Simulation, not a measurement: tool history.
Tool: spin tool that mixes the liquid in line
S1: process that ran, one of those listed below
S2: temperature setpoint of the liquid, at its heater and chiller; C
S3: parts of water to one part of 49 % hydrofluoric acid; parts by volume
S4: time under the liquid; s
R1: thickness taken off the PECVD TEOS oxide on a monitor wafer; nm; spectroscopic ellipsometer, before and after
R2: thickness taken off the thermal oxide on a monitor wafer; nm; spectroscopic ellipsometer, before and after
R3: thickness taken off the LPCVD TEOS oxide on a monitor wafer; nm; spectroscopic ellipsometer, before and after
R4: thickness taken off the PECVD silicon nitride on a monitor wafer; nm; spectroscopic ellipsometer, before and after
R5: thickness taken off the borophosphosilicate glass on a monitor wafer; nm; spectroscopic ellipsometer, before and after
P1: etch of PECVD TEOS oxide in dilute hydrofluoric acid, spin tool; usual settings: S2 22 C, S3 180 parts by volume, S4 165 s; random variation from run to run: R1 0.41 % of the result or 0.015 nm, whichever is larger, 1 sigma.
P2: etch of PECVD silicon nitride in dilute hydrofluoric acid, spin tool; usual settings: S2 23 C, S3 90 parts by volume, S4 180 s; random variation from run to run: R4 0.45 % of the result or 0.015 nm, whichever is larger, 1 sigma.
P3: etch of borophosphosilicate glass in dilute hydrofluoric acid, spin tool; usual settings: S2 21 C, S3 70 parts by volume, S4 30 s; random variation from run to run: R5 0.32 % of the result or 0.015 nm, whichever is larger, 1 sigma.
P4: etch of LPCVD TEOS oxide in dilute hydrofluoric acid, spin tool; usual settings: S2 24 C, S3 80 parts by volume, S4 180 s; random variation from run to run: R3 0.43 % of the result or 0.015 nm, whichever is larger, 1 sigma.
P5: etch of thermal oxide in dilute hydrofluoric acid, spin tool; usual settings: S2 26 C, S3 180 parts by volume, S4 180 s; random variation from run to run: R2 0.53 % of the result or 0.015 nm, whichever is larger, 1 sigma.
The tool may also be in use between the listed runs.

{"run": 1, "hour": 8.3, "S1": "P1", "S2": 22, "S3": 180, "S4": 165, "R1": 14.212}
{"run": 2, "hour": 16.4, "S1": "P5", "S2": 18, "S3": 180, "S4": 180, "R2": 3.4968}
{"run": 3, "hour": 23.5, "S1": "P5", "S2": 26, "S3": 180, "S4": 180, "R2": 4.6735}
{"run": 4, "hour": 32.6, "S1": "P4", "S2": 24, "S3": 145, "S4": 180, "R3": 19.96}
{"run": 5, "hour": 39.2, "S1": "P2", "S2": 23, "S3": 90, "S4": 325, "R4": 13.608}
{"run": 6, "hour": 47.0, "S1": "P1", "S2": 22, "S3": 180, "S4": 165, "R1": 14.185}
{"run": 7, "hour": 53.7, "S1": "P5", "S2": 26, "S3": 35, "S4": 180, "R2": 29.318}
{"run": 8, "hour": 59.8, "S1": "P4", "S2": 24, "S3": 80, "S4": 180, "R3": 38.708}
{"run": 9, "hour": 72.4, "S1": "P5", "S2": 26, "S3": 180, "S4": 285, "R2": 7.5334}
{"run": 10, "hour": 84.0, "S1": "P1", "S2": 22, "S3": 180, "S4": 165, "R1": 14.153}
{"run": 11, "hour": 92.5, "S1": "P1", "S2": 22, "S3": 180, "S4": 165, "R1": 14.224}
{"run": 12, "hour": 99.3, "S1": "P1", "S2": 22, "S3": 180, "S4": 285, "R1": 24.479}
{"run": 13, "hour": 105.9, "S1": "P1", "S2": 26, "S3": 295, "S4": 165, "R1": 8.9085}
{"run": 14, "hour": 112.2, "S1": "P3", "S2": 21, "S3": 70, "S4": 30, "R5": 34.677}
{"run": 15, "hour": 118.0, "S1": "P1", "S2": 22, "S3": 180, "S4": 165, "R1": 14.271}
{"run": 16, "hour": 127.3, "S1": "P3", "S2": 27, "S3": 70, "S4": 30, "R5": 44}
{"run": 17, "hour": 137.5, "S1": "P1", "S2": 22, "S3": 90, "S4": 165, "R1": 31.522}
{"run": 18, "hour": 148.5, "S1": "P3", "S2": 21, "S3": 70, "S4": 30, "R5": 34.648}
{"run": 19, "hour": 157.7, "S1": "P2", "S2": 23, "S3": 90, "S4": 180, "R4": 7.5525}
{"run": 20, "hour": 167.3, "S1": "P1", "S2": 22, "S3": 180, "S4": 60, "R1": 5.2086}
{"run": 21, "hour": 173.5, "S1": "P5", "S2": 26, "S3": 180, "S4": 180, "R2": 4.7366}
{"run": 22, "hour": 180.6, "S1": "P2", "S2": 18, "S3": 90, "S4": 180, "R4": 5.3736}
{"run": 23, "hour": 187.3, "S1": "P1", "S2": 17, "S3": 180, "S4": 80, "R1": 5.6629}
{"run": 24, "hour": 197.9, "S1": "P2", "S2": 23, "S3": 45, "S4": 180, "R4": 14.858}
{"run": 25, "hour": 206.3, "S1": "P1", "S2": 22, "S3": 65, "S4": 290, "R1": 78.719}
{"run": 26, "hour": 219.5, "S1": "P1", "S2": 17, "S3": 180, "S4": 165, "R1": 11.642}
{"run": 27, "hour": 228.2, "S1": "P1", "S2": 22, "S3": 290, "S4": 165, "R1": 7.8697}
{"run": 28, "hour": 236.7, "S1": "P1", "S2": 22, "S3": 180, "S4": 165, "R1": 14.217}
{"run": 29, "hour": 246.2, "S1": "P3", "S2": 21, "S3": 115, "S4": 30, "R5": 19.921}
{"run": 30, "hour": 259.2, "S1": "P4", "S2": 29, "S3": 80, "S4": 180, "R3": 47.565}
{"run": 31, "hour": 271.4, "S1": "P1", "S2": 27, "S3": 180, "S4": 165, "R1": 17.209}
{"run": 32, "hour": 283.9, "S1": "P3", "S2": 21, "S3": 70, "S4": 60, "R5": 69.225}
{"run": 33, "hour": 296.2, "S1": "P2", "S2": 23, "S3": 90, "S4": 180, "R4": 7.4856}
{"run": 34, "hour": 305.9, "S1": "P4", "S2": 24, "S3": 80, "S4": 100, "R3": 21.669}
{"run": 35, "hour": 317.8, "S1": "P1", "S2": 22, "S3": 180, "S4": 165, "R1": 14.058}
{"run": 36, "hour": 324.0, "S1": "P1", "S2": 22, "S3": 180, "S4": 165, "R1": 14.52}
{"run": 37, "hour": 337.0, "S1": "P1", "S2": 22, "S3": 180, "S4": 165, "R1": 14.911}
{"run": 38, "hour": 349.0, "S1": "P1", "S2": 22, "S3": 180, "S4": 165, "R1": 15.001}
{"run": 39, "hour": 361.1, "S1": "P1", "S2": 22, "S3": 180, "S4": 165, "R1": 15.164}
{"run": 40, "hour": 369.4, "S1": "P1", "S2": 22, "S3": 180, "S4": 165, "R1": 15.094}
{"run": 41, "hour": 378.4, "S1": "P1", "S2": 22, "S3": 180, "S4": 165, "R1": 15.133}
{"run": 42, "hour": 388.7, "S1": "P1", "S2": 22, "S3": 180, "S4": 165, "R1": 15.141}
{"run": 43, "hour": 396.0, "S1": "P1", "S2": 22, "S3": 180, "S4": 165, "R1": 15.324}
{"run": 44, "hour": 406.3, "S1": "P1", "S2": 22, "S3": 180, "S4": 165, "R1": 15.295}

What P1 gives has crept away from where it was. These 2 causes fit the log equally well, each at the size given:
A: hydrofluoric acid flow above the setpoint (%) = 6
B: liquid hotter than its thermometer reads (K) = 1.83
The creep began at about hour 317.8.

4 check runs are offered, one wafer each, their results left as question marks. Which one tells the causes apart?
{"run": "check 1", "hour": 416.6, "S1": "P2", "S2": 23, "S3": 90, "S4": 295, "R4": "?"}
{"run": "check 2", "hour": 416.6, "S1": "P4", "S2": 24, "S3": 135, "S4": 180, "R3": "?"}
{"run": "check 3", "hour": 416.6, "S1": "P5", "S2": 22, "S3": 180, "S4": 180, "R2": "?"}
{"run": "check 4", "hour": 416.6, "S1": "P3", "S2": 21, "S3": 110, "S4": 60, "R5": "?"}

What each check would give under each cause:
check=check_1 result=R4 if_A=13.1 if_B=13.965
check=check_2 result=R3 if_A=23.169 if_B=23.235
check=check_3 result=R2 if_A=4.3466 if_B=4.3478
check=check_4 result=R5 if_A=44.864 if_B=45.225
How far apart the two closest causes lie, in the result that separates them most: check 1 6.4 %; check 2 0.28 %; check 3 0.03 %; check 4 0.8 %
Check 1 tells the causes apart: in the others they would give nearly the same result.

Check 1 was then run and gave: R4 13.096 nm. Which cause is it?

It is A: hydrofluoric acid flow above the setpoint (%).
